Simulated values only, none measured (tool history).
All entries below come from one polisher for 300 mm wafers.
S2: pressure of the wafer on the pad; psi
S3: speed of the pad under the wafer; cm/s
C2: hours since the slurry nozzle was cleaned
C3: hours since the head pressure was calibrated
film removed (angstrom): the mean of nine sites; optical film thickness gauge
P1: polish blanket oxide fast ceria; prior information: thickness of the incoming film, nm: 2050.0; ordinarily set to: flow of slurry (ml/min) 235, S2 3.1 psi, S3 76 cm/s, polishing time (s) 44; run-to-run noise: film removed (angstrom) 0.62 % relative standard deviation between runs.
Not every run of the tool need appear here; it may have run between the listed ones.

{"run": 1, "hour": 4.9, "flow of slurry (ml/min)": 235, "S2": 3.1, "S3": 76, "polishing time (s)": 44, "wafers polished on this pad": 687, "C2": 142.0, "C3": 587.6, "film removed (angstrom)": 6121.6}
{"run": 2, "hour": 8.7, "flow of slurry (ml/min)": 140, "S2": 3.1, "S3": 76, "polishing time (s)": 44, "wafers polished on this pad": 735, "C2": 145.8, "C3": 591.4, "film removed (angstrom)": 5543.6}
{"run": 3, "hour": 13.0, "flow of slurry (ml/min)": 235, "S2": 3.1, "S3": 76, "polishing time (s)": 44, "wafers polished on this pad": 789, "C2": 150.1, "C3": 595.7, "film removed (angstrom)": 6021.3}
{"run": 4, "hour": 18.8, "flow of slurry (ml/min)": 235, "S2": 3.1, "S3": 76, "polishing time (s)": 44, "wafers polished on this pad": 862, "C2": 155.9, "C3": 601.5, "film removed (angstrom)": 6139.8}
{"run": 5, "hour": 26.7, "flow of slurry (ml/min)": 235, "S2": 3.1, "S3": 76, "polishing time (s)": 61, "wafers polished on this pad": 961, "C2": 163.8, "C3": 609.4, "film removed (angstrom)": 8446.1}
{"run": 6, "hour": 34.3, "flow of slurry (ml/min)": 235, "S2": 3.1, "S3": 76, "polishing time (s)": 44, "wafers polished on this pad": 1057, "C2": 171.4, "C3": 617.0, "film removed (angstrom)": 6039.2}
{"run": 7, "hour": 39.2, "flow of slurry (ml/min)": 235, "S2": 3.1, "S3": 38, "polishing time (s)": 44, "wafers polished on this pad": 1119, "C2": 176.3, "C3": 621.9, "film removed (angstrom)": 3014.5}
{"run": 8, "hour": 43.1, "flow of slurry (ml/min)": 235, "S2": 3.1, "S3": 40, "polishing time (s)": 28, "wafers polished on this pad": 1168, "C2": 180.2, "C3": 625.8, "film removed (angstrom)": 2044.0}
{"run": 9, "hour": 49.0, "flow of slurry (ml/min)": 235, "S2": 1.4, "S3": 76, "polishing time (s)": 44, "wafers polished on this pad": 1242, "C2": 186.1, "C3": 631.7, "film removed (angstrom)": 2744.6}
{"run": 10, "hour": 55.0, "flow of slurry (ml/min)": 290, "S2": 3.1, "S3": 48, "polishing time (s)": 44, "wafers polished on this pad": 1317, "C2": 192.1, "C3": 637.7, "film removed (angstrom)": 3964.3}
{"run": 11, "hour": 59.4, "flow of slurry (ml/min)": 235, "S2": 3.1, "S3": 76, "polishing time (s)": 20, "wafers polished on this pad": 1373, "C2": 196.5, "C3": 642.1, "film removed (angstrom)": 2778.5}
{"run": 12, "hour": 68.2, "flow of slurry (ml/min)": 235, "S2": 3.1, "S3": 100, "polishing time (s)": 44, "wafers polished on this pad": 1484, "C2": 205.3, "C3": 650.9, "film removed (angstrom)": 8080.1}
{"run": 13, "hour": 76.9, "flow of slurry (ml/min)": 235, "S2": 3.1, "S3": 76, "polishing time (s)": 44, "wafers polished on this pad": 1593, "C2": 214.0, "C3": 659.6, "film removed (angstrom)": 6020.8}
{"run": 14, "hour": 83.3, "flow of slurry (ml/min)": 350, "S2": 3.1, "S3": 76, "polishing time (s)": 44, "wafers polished on this pad": 1674, "C2": 220.4, "C3": 666.0, "film removed (angstrom)": 6320.8}
{"run": 15, "hour": 91.2, "flow of slurry (ml/min)": 235, "S2": 4.8, "S3": 76, "polishing time (s)": 44, "wafers polished on this pad": 1773, "C2": 228.3, "C3": 673.9, "film removed (angstrom)": 9436.7}
{"run": 16, "hour": 95.8, "flow of slurry (ml/min)": 235, "S2": 3.1, "S3": 76, "polishing time (s)": 44, "wafers polished on this pad": 1831, "C2": 232.9, "C3": 678.5, "film removed (angstrom)": 6106.4}
{"run": 17, "hour": 104.2, "flow of slurry (ml/min)": 235, "S2": 3.1, "S3": 76, "polishing time (s)": 44, "wafers polished on this pad": 1937, "C2": 241.3, "C3": 686.9, "film removed (angstrom)": 5900.3}
{"run": 18, "hour": 109.2, "flow of slurry (ml/min)": 235, "S2": 3.1, "S3": 76, "polishing time (s)": 44, "wafers polished on this pad": 2000, "C2": 246.3, "C3": 691.9, "film removed (angstrom)": 5820.7}
{"run": 19, "hour": 113.1, "flow of slurry (ml/min)": 235, "S2": 3.1, "S3": 76, "polishing time (s)": 44, "wafers polished on this pad": 2049, "C2": 250.2, "C3": 695.8, "film removed (angstrom)": 5828.9}
{"run": 20, "hour": 119.4, "flow of slurry (ml/min)": 235, "S2": 3.1, "S3": 76, "polishing time (s)": 44, "wafers polished on this pad": 2128, "C2": 256.5, "C3": 702.1, "film removed (angstrom)": 5725.6}
{"hour": 121.6, "done": "head pressure recalibrated"}
{"run": 21, "hour": 127.5, "flow of slurry (ml/min)": 235, "S2": 3.1, "S3": 76, "polishing time (s)": 44, "wafers polished on this pad": 2230, "C2": 264.6, "C3": 5.9, "film removed (angstrom)": 5693.7}
{"run": 22, "hour": 134.7, "flow of slurry (ml/min)": 235, "S2": 3.1, "S3": 76, "polishing time (s)": 44, "wafers polished on this pad": 2321, "C2": 271.8, "C3": 13.1, "film removed (angstrom)": 5664.0}
{"run": 23, "hour": 139.8, "flow of slurry (ml/min)": 235, "S2": 3.1, "S3": 76, "polishing time (s)": 44, "wafers polished on this pad": 2385, "C2": 276.9, "C3": 18.2, "film removed (angstrom)": 5734.2}
{"run": 24, "hour": 144.6, "flow of slurry (ml/min)": 235, "S2": 3.1, "S3": 76, "polishing time (s)": 44, "wafers polished on this pad": 2446, "C2": 281.7, "C3": 23.0, "film removed (angstrom)": 5667.1}
{"run": 25, "hour": 149.7, "flow of slurry (ml/min)": 235, "S2": 3.1, "S3": 76, "polishing time (s)": 44, "wafers polished on this pad": 2510, "C2": 286.8, "C3": 28.1, "film removed (angstrom)": 5711.5}

P1 no longer gives what it gave before; its output has crept away from where it was. The following 2 causes, each at its listed size, fit the log equally well:
A: removal rate lost through wear of the pad, % = 6.79
B: slurry flow missing at the pad, % = 38.7
At approximately hour 95.8, the process output began to creep.
All other causes, with the reason each is excluded:
head's pressure below its setpoint, %: serviced at hour 121.6, after the change had begun; the process did not return to its earlier output

Each of the check runs listed below is run on 5 wafers and reports their average, with the results left as question marks. Pick the one under which the possible causes would lead to clearly different results.
{"run": "check 1", "hour": 154.8, "flow of slurry (ml/min)": 235, "S2": 3.1, "S3": 60, "polishing time (s)": 27, "film removed (angstrom)": "?"}
{"run": "check 2", "hour": 154.8, "flow of slurry (ml/min)": 235, "S2": 2.5, "S3": 76, "polishing time (s)": 34, "film removed (angstrom)": "?"}
{"run": "check 3", "hour": 154.8, "flow of slurry (ml/min)": 235, "S2": 4.4, "S3": 76, "polishing time (s)": 44, "film removed (angstrom)": "?"}
{"run": "check 4", "hour": 154.8, "flow of slurry (ml/min)": 340, "S2": 3.1, "S3": 76, "polishing time (s)": 44, "film removed (angstrom)": "?"}

Check results expected under each cause:
check=check_1 result=film_removed_(angstrom) if_A=2741.6 if_B=2741.8
check=check_2 result=film_removed_(angstrom) if_A=3526.6 if_B=3526.8
check=check_3 result=film_removed_(angstrom) if_A=8032.4 if_B=8032.9
check=check_4 result=film_removed_(angstrom) if_A=5861.7 if_B=5984.8
Per check, the gap between the least separated pair of causes, taken in the result that splits them most: check 1 0.01 %; check 2 0.01 %; check 3 0.01 %; check 4 2.08 %
Check 4 tells the causes apart: in the others they would give nearly the same result.

Then check 4 was run and gave: film removed (angstrom) 6004.0. Which cause is it?

Of the candidate causes, it is B: slurry flow missing at the pad, %.

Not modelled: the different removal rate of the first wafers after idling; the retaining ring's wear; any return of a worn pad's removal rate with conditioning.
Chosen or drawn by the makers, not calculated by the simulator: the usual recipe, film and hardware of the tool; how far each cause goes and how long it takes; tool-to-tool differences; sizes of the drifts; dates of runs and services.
